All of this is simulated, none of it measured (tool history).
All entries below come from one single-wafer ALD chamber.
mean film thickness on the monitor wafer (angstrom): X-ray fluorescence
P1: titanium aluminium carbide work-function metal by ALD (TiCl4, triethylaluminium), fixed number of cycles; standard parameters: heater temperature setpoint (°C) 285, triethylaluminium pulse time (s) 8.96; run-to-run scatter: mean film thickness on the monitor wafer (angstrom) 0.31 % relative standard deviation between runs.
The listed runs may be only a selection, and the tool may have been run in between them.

| run | hour | heater temperature setpoint (°C) | triethylaluminium pulse time (s) | mean film thickness on the monitor wafer (angstrom) |
|---|---|---|---|---|
| 1 | 5.9 | 285 | 8.96 | 18.122 |
| 2 | 13.8 | 285 | 8.96 | 18.220 |
| 3 | 24.0 | 285 | 3.52 | 13.397 |
| 4 | 31.0 | 285 | 8.96 | 18.186 |
| 5 | 38.5 | 307 | 12.23 | 20.582 |
| 6 | 47.3 | 285 | 14.34 | 18.955 |
| 7 | 57.1 | 270 | 13.57 | 17.602 |
| 8 | 68.5 | 260 | 8.96 | 16.123 |
| 9 | 77.5 | 307 | 8.96 | 19.993 |
| 10 | 88.6 | 285 | 8.96 | 18.209 |
| 11 | 100.6 | 285 | 8.96 | 18.226 |
| 12 | 112.8 | 285 | 8.96 | 18.198 |
| 13 | 119.9 | 295 | 14.06 | 19.739 |
| 14 | 131.4 | 285 | 8.96 | 18.115 |
| 15 | 137.3 | 285 | 8.96 | 18.041 |
| 16 | 148.6 | 285 | 8.96 | 18.006 |
| 17 | 161.1 | 285 | 8.96 | 17.936 |
| 18 | 168.7 | 285 | 8.96 | 17.897 |
| 19 | 181.5 | 285 | 8.96 | 17.773 |

What does the tool deliver on the next run?
| 20 | 189.9 | 285 | 8.96 | ? |

Run 20 measured mean film thickness on the monitor wafer (angstrom) 17.814.

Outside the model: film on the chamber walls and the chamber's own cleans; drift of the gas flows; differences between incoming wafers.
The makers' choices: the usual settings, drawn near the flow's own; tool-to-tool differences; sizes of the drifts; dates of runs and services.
